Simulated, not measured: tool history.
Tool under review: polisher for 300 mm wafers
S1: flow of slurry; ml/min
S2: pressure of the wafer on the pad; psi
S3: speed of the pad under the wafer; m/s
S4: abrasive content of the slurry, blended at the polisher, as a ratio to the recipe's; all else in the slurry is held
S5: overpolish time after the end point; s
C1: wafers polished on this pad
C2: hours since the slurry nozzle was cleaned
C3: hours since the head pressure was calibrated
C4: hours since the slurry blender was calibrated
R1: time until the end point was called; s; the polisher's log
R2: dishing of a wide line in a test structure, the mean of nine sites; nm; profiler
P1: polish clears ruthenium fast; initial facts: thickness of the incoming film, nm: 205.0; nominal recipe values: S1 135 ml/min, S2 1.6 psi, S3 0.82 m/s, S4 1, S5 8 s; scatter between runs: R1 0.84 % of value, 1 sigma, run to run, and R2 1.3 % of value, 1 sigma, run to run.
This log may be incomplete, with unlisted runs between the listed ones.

run,hour,S1,S2,S3,S4,S5,C1,C2,C3,C4,R1,R2
1,2.2,135,1.6,0.82,1,8,976,154.5,312.4,100.8,92.356,13.82
2,6.2,135,1.6,0.82,0.55,8,1010,158.5,316.4,104.8,124.33,10.615
3,9.9,80,1.6,0.82,1,8,1041,162.2,320.1,108.5,103.49,12.165
4,13.6,135,1.6,0.82,1,8,1073,165.9,323.8,112.2,92.432,13.533
5,17.8,135,1.6,0.82,1,8,1109,170.1,328,116.4,91.988,13.702
6,20.8,135,1.6,0.36,1,8,1135,173.1,331,119.4,207.72,6.2995
7,22.9,135,0.7,0.82,1,8,1153,175.2,333.1,121.5,207.73,6.4519
8,27.3,135,1.6,0.82,1,13,1190,179.6,337.5,125.9,90.464,19.674
9,31.8,135,1.6,0.82,1,8,1229,184.1,342,130.4,91.41,13.894
10,33.9,135,1.6,0.82,1,3,1247,186.2,344.1,132.5,92.947,5.7802
11,36.8,135,1.6,1.28,1,8,1271,189.1,347,135.4,58.583,19.791
12,40.9,135,1.6,0.82,1,8,1306,193.2,351.1,139.5,92.072,13.563
13,43.8,135,1.6,0.82,1.45,8,1331,196.1,354,142.4,78.877,15.499
14,46.4,135,2.6,0.82,1,8,1353,198.7,356.6,145,55.898,19.995
15,49,175,1.6,0.82,1.35,8,1376,201.3,359.2,147.6,77.89,16.032
16,51.3,210,1.6,0.82,1,8,1395,203.6,361.5,149.9,85.084,14.422
17,55.8,135,1.6,0.82,1,8,1434,208.1,366,154.4,90.445,13.223
18,59.6,135,1.6,0.82,1,8,1466,211.9,369.8,158.2,94.658,13.238
19,61.8,135,1.6,0.82,1,8,1485,214.1,372,160.4,95.68,12.88
20,65.4,135,1.6,0.82,1,8,1516,217.7,375.6,164,97.503,12.764
# hour 67: head pressure recalibrated
21,69.8,135,1.6,0.82,1,8,1554,222.1,2.9,168.4,100.23,12.656
# hour 70: slurry nozzle cleaned
22,73.1,135,1.6,0.82,1,8,1582,3.1,6.2,171.7,99.916,12.438
23,77.3,135,1.6,0.82,1,8,1618,7.3,10.4,175.9,100.81,12.405
24,80.6,135,1.6,0.82,1,8,1646,10.6,13.7,179.2,101.7,12.774
25,82.9,135,1.6,0.82,1,8,1666,12.9,16,181.5,100.32,12.453

What P1 gives has crept off from where it sat before. The 2 causes that follow fit the log equally well, each at the size noted:
A: abrasive missing from the slurry, % = 19.4
B: removal rate lost through wear of the pad, % = 9.88
The drift started at roughly hour 55.8.
What rules out each remaining cause:
slurry flow missing at the pad, %: work on it at hour 70, done after the drift set in, did not restore what the process gave before
head's pressure below its setpoint, %: work on it at hour 67, done after the drift set in, did not restore what the process gave before

Each of the check runs listed below is run on 5 wafers and reports their average, with the results left as question marks. Pick the one under which the possible causes would lead to clearly different results.
check 1,85.2,165,1.6,0.82,0.55,8,,,,,?,?
check 2,85.2,205,1.6,0.44,1,8,,,,,?,?
check 3,85.2,135,2.6,0.82,1,8,,,,,?,?
check 4,85.2,80,0.7,0.82,1,8,,,,,?,?

What each check would give under each cause:
check,result,if A,if B
check 1,R1,137.95,133.69
check 1,R2,9.4915,9.7608
check 2,R1,175.99,176.03
check 2,R2,7.6138,7.6124
check 3,R1,62.094,62.107
check 3,R2,18.571,18.568
check 4,R1,262.02,262.08
check 4,R2,5.2579,5.2569
Per-check spread between the two closest causes, in the result where they differ most: check 1 3.14 %; check 2 0.02 %; check 3 0.02 %; check 4 0.02 %
Check 1 tells the causes apart: in the others they would give nearly the same result.

Then check 1 was run and gave: R1 138.24 s; R2 9.5251 nm. Which cause is it?

Of the candidate causes, it is A: abrasive missing from the slurry, %.
